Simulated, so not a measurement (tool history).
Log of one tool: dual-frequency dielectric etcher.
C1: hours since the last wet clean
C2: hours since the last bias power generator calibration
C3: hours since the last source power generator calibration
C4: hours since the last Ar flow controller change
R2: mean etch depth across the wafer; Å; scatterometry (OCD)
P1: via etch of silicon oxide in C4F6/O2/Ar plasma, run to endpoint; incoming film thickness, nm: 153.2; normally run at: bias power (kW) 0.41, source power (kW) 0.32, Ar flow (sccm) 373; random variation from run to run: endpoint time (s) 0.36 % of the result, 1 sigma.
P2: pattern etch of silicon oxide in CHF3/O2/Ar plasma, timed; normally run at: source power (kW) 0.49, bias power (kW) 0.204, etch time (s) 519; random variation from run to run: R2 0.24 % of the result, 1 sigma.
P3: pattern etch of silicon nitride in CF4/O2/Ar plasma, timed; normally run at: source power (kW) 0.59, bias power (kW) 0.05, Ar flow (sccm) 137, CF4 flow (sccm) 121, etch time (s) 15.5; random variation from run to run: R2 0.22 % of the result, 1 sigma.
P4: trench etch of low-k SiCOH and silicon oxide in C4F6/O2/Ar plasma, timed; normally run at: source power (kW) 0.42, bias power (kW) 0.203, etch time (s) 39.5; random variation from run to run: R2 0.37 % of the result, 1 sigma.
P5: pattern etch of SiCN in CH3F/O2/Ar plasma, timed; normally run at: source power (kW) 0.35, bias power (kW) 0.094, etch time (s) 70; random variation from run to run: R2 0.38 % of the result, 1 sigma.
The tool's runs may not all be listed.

run 1 hour=8.5 | process_that_ran=P1 bias_power_(kW)=0.41 source_power_(kW)=0.32 Ar_flow_(sccm)=373 | C1=242.9 C2=2623.2 C3=3016.6 C4=1468.2 | endpoint_time_(s)=40.298
run 2 hour=14.1 | process_that_ran=P1 bias_power_(kW)=0.41 source_power_(kW)=0.39 Ar_flow_(sccm)=373 | C1=248.5 C2=2628.8 C3=3022.2 C4=1473.8 | endpoint_time_(s)=37.302
run 3 hour=19.7 | process_that_ran=P4 bias_power_(kW)=0.203 source_power_(kW)=0.42 etch_time_(s)=48 | C1=254.1 C2=2634.4 C3=3027.8 C4=1479.4 | R2=1580.7
run 4 hour=28.4 | process_that_ran=P3 bias_power_(kW)=0.05 source_power_(kW)=0.59 Ar_flow_(sccm)=137 etch_time_(s)=11.5 CF4_flow_(sccm)=121 | C1=262.8 C2=2643.1 C3=3036.5 C4=1488.1 | R2=252.17
run 5 hour=37.8 | process_that_ran=P2 bias_power_(kW)=0.204 source_power_(kW)=0.37 etch_time_(s)=519 | C1=272.2 C2=2652.5 C3=3045.9 C4=1497.5 | R2=8815.5
run 6 hour=46.9 | process_that_ran=P4 bias_power_(kW)=0.269 source_power_(kW)=0.42 etch_time_(s)=39.5 | C1=281.3 C2=2661.6 C3=3055 C4=1506.6 | R2=1439.1
run 7 hour=58.5 | process_that_ran=P1 bias_power_(kW)=0.41 source_power_(kW)=0.45 Ar_flow_(sccm)=500 | C1=292.9 C2=2673.2 C3=3066.6 C4=1518.2 | endpoint_time_(s)=36.498
-- hour=59 Ar flow controller replaced
run 8 hour=64.2 | process_that_ran=P1 bias_power_(kW)=0.41 source_power_(kW)=0.32 Ar_flow_(sccm)=233 | C1=298.6 C2=2678.9 C3=3072.3 C4=5.2 | endpoint_time_(s)=38.185
run 9 hour=73.6 | process_that_ran=P1 bias_power_(kW)=0.41 source_power_(kW)=0.32 Ar_flow_(sccm)=373 | C1=308 C2=2688.3 C3=3081.7 C4=14.6 | endpoint_time_(s)=40.501
run 10 hour=81.1 | process_that_ran=P2 bias_power_(kW)=0.204 source_power_(kW)=0.49 etch_time_(s)=519 | C1=315.5 C2=2695.8 C3=3089.2 C4=22.1 | R2=9777.2
run 11 hour=87.7 | process_that_ran=P4 bias_power_(kW)=0.203 source_power_(kW)=0.58 etch_time_(s)=39.5 | C1=322.1 C2=2702.4 C3=3095.8 C4=28.7 | R2=1474.2
run 12 hour=98.6 | process_that_ran=P5 bias_power_(kW)=0.094 source_power_(kW)=0.21 etch_time_(s)=70 | C1=333 C2=2713.3 C3=3106.7 C4=39.6 | R2=231.44
run 13 hour=107.5 | process_that_ran=P3 bias_power_(kW)=0.038 source_power_(kW)=0.59 Ar_flow_(sccm)=137 etch_time_(s)=15.5 CF4_flow_(sccm)=121 | C1=341.9 C2=2722.2 C3=3115.6 C4=48.5 | R2=308.15
run 14 hour=118.5 | process_that_ran=P3 bias_power_(kW)=0.05 source_power_(kW)=0.77 Ar_flow_(sccm)=137 etch_time_(s)=15.5 CF4_flow_(sccm)=121 | C1=352.9 C2=2733.2 C3=3126.6 C4=59.5 | R2=429.53
run 15 hour=130.4 | process_that_ran=P2 bias_power_(kW)=0.131 source_power_(kW)=0.49 etch_time_(s)=519 | C1=364.8 C2=2745.1 C3=3138.5 C4=71.4 | R2=8434.4
run 16 hour=138.5 | process_that_ran=P3 bias_power_(kW)=0.05 source_power_(kW)=0.59 Ar_flow_(sccm)=96 etch_time_(s)=15.5 CF4_flow_(sccm)=121 | C1=372.9 C2=2753.2 C3=3146.6 C4=79.5 | R2=355.42
run 17 hour=145.6 | process_that_ran=P1 bias_power_(kW)=0.288 source_power_(kW)=0.32 Ar_flow_(sccm)=373 | C1=380 C2=2760.3 C3=3153.7 C4=86.6 | endpoint_time_(s)=45.598
run 18 hour=156.3 | process_that_ran=P1 bias_power_(kW)=0.41 source_power_(kW)=0.32 Ar_flow_(sccm)=488 | C1=390.7 C2=2771 C3=3164.4 C4=97.3 | endpoint_time_(s)=41.229
run 19 hour=165.5 | process_that_ran=P2 bias_power_(kW)=0.204 source_power_(kW)=0.49 etch_time_(s)=519 | C1=399.9 C2=2780.2 C3=3173.6 C4=106.5 | R2=9794.3
run 20 hour=172.3 | process_that_ran=P1 bias_power_(kW)=0.41 source_power_(kW)=0.32 Ar_flow_(sccm)=373 | C1=406.7 C2=2787 C3=3180.4 C4=113.3 | endpoint_time_(s)=40.19
run 21 hour=178.1 | process_that_ran=P3 bias_power_(kW)=0.05 source_power_(kW)=0.59 Ar_flow_(sccm)=137 etch_time_(s)=15.5 CF4_flow_(sccm)=148 | C1=412.5 C2=2792.8 C3=3186.2 C4=119.1 | R2=348.7
-- hour=187.3 wet clean of the chamber
run 22 hour=190 | process_that_ran=P1 bias_power_(kW)=0.41 source_power_(kW)=0.24 Ar_flow_(sccm)=373 | C1=2.8 C2=2804.7 C3=3198.1 C4=131 | endpoint_time_(s)=44.653
run 23 hour=199.9 | process_that_ran=P3 bias_power_(kW)=0.05 source_power_(kW)=0.59 Ar_flow_(sccm)=137 etch_time_(s)=15.5 CF4_flow_(sccm)=121 | C1=12.7 C2=2814.6 C3=3208 C4=140.9 | R2=340.8
run 24 hour=206.5 | process_that_ran=P1 bias_power_(kW)=0.41 source_power_(kW)=0.32 Ar_flow_(sccm)=373 | C1=19.3 C2=2821.2 C3=3214.6 C4=147.5 | endpoint_time_(s)=40.096
run 25 hour=215.4 | process_that_ran=P1 bias_power_(kW)=0.41 source_power_(kW)=0.41 Ar_flow_(sccm)=443 | C1=28.2 C2=2830.1 C3=3223.5 C4=156.4 | endpoint_time_(s)=37.476
run 26 hour=224.5 | process_that_ran=P1 bias_power_(kW)=0.41 source_power_(kW)=0.32 Ar_flow_(sccm)=373 | C1=37.3 C2=2839.2 C3=3232.6 C4=165.5 | endpoint_time_(s)=40.355
run 27 hour=232.4 | process_that_ran=P1 bias_power_(kW)=0.41 source_power_(kW)=0.43 Ar_flow_(sccm)=270 | C1=45.2 C2=2847.1 C3=3240.5 C4=173.4 | endpoint_time_(s)=34.761
run 28 hour=238.4 | process_that_ran=P5 bias_power_(kW)=0.076 source_power_(kW)=0.35 etch_time_(s)=70 | C1=51.2 C2=2853.1 C3=3246.5 C4=179.4 | R2=256.62
-- hour=245.8 bias power generator calibrated
run 29 hour=246.2 | process_that_ran=P2 bias_power_(kW)=0.204 source_power_(kW)=0.49 etch_time_(s)=324.5 | C1=59 C2=0.4 C3=3254.3 C4=187.2 | R2=6118.2
run 30 hour=254 | process_that_ran=P1 bias_power_(kW)=0.497 source_power_(kW)=0.32 Ar_flow_(sccm)=373 | C1=66.8 C2=8.2 C3=3262.1 C4=195 | endpoint_time_(s)=37.255
run 31 hour=262.7 | process_that_ran=P1 bias_power_(kW)=0.41 source_power_(kW)=0.32 Ar_flow_(sccm)=373 | C1=75.5 C2=16.9 C3=3270.8 C4=203.7 | endpoint_time_(s)=40.124
run 32 hour=272.6 | process_that_ran=P4 bias_power_(kW)=0.203 source_power_(kW)=0.42 etch_time_(s)=39.5 | C1=85.4 C2=26.8 C3=3280.7 C4=213.6 | R2=1298
run 33 hour=279.9 | process_that_ran=P5 bias_power_(kW)=0.094 source_power_(kW)=0.35 etch_time_(s)=49.5 | C1=92.7 C2=34.1 C3=3288 C4=220.9 | R2=196.89
run 34 hour=291.6 | process_that_ran=P5 bias_power_(kW)=0.094 source_power_(kW)=0.35 etch_time_(s)=70 | C1=104.4 C2=45.8 C3=3299.7 C4=232.6 | R2=280.55
run 35 hour=300.7 | process_that_ran=P1 bias_power_(kW)=0.41 source_power_(kW)=0.32 Ar_flow_(sccm)=373 | C1=113.5 C2=54.9 C3=3308.8 C4=241.7 | endpoint_time_(s)=40.344
run 36 hour=307.9 | process_that_ran=P1 bias_power_(kW)=0.41 source_power_(kW)=0.32 Ar_flow_(sccm)=373 | C1=120.7 C2=62.1 C3=3316 C4=248.9 | endpoint_time_(s)=40.408
run 37 hour=313.3 | process_that_ran=P1 bias_power_(kW)=0.41 source_power_(kW)=0.32 Ar_flow_(sccm)=373 | C1=126.1 C2=67.5 C3=3321.4 C4=254.3 | endpoint_time_(s)=40.622
run 38 hour=322.1 | process_that_ran=P1 bias_power_(kW)=0.41 source_power_(kW)=0.32 Ar_flow_(sccm)=373 | C1=134.9 C2=76.3 C3=3330.2 C4=263.1 | endpoint_time_(s)=40.629
run 39 hour=334.1 | process_that_ran=P1 bias_power_(kW)=0.41 source_power_(kW)=0.32 Ar_flow_(sccm)=373 | C1=146.9 C2=88.3 C3=3342.2 C4=275.1 | endpoint_time_(s)=40.854
run 40 hour=344.2 | process_that_ran=P1 bias_power_(kW)=0.41 source_power_(kW)=0.32 Ar_flow_(sccm)=373 | C1=157 C2=98.4 C3=3352.3 C4=285.2 | endpoint_time_(s)=40.778
-- hour=345.1 wet clean of the chamber
run 41 hour=354.8 | process_that_ran=P1 bias_power_(kW)=0.41 source_power_(kW)=0.32 Ar_flow_(sccm)=373 | C1=9.7 C2=109 C3=3362.9 C4=295.8 | endpoint_time_(s)=41.033
run 42 hour=364.4 | process_that_ran=P1 bias_power_(kW)=0.41 source_power_(kW)=0.32 Ar_flow_(sccm)=373 | C1=19.3 C2=118.6 C3=3372.5 C4=305.4 | endpoint_time_(s)=41.046
run 43 hour=372.2 | process_that_ran=P1 bias_power_(kW)=0.41 source_power_(kW)=0.32 Ar_flow_(sccm)=373 | C1=27.1 C2=126.4 C3=3380.3 C4=313.2 | endpoint_time_(s)=40.965

What P1 gives has crept away from where it was. These 2 causes fit the log equally well, each at the size given:
A: source power that arrives under what is set, % = 4.71
B: bias power that arrives under what is set, % = 4.77
The creep began at about hour 300.7.
Why every other cause is out:
chamber walls in a state that lowers the etch rate, %: serviced at hour 345.1, which brought nothing back
Ar flow that arrives over what is set, %: at most 8, which would move endpoint time (s) by +0.9 %: too little, or the wrong way

4 check runs are offered, one wafer each, their results left as question marks. Which one tells the causes apart?
run check 1 hour=380 | process_that_ran=P3 bias_power_(kW)=0.05 source_power_(kW)=0.59 Ar_flow_(sccm)=137 etch_time_(s)=13 CF4_flow_(sccm)=121 | R2=?
run check 2 hour=380 | process_that_ran=P4 bias_power_(kW)=0.203 source_power_(kW)=0.58 etch_time_(s)=39.5 | R2=?
run check 3 hour=380 | process_that_ran=P5 bias_power_(kW)=0.094 source_power_(kW)=0.21 etch_time_(s)=52.5 | R2=?
run check 4 hour=380 | process_that_ran=P2 bias_power_(kW)=0.16 source_power_(kW)=0.49 etch_time_(s)=337.5 | R2=?

What each check would give under each cause:
check=check_1 result=R2 if_A=274.01 if_B=280.59
check=check_2 result=R2 if_A=1451.1 if_B=1456.1
check=check_3 result=R2 if_A=170.52 if_B=170.31
check=check_4 result=R2 if_A=5752.4 if_B=5765.6
How far apart the two closest causes lie, in the result that separates them most: check 1 2.37 %; check 2 0.35 %; check 3 0.12 %; check 4 0.23 %
Check 1 tells the causes apart: in the others they would give nearly the same result.

Then check 1 was run and gave: R2 280.55 Å. Which cause is it?

It is B: bias power that arrives under what is set, %.
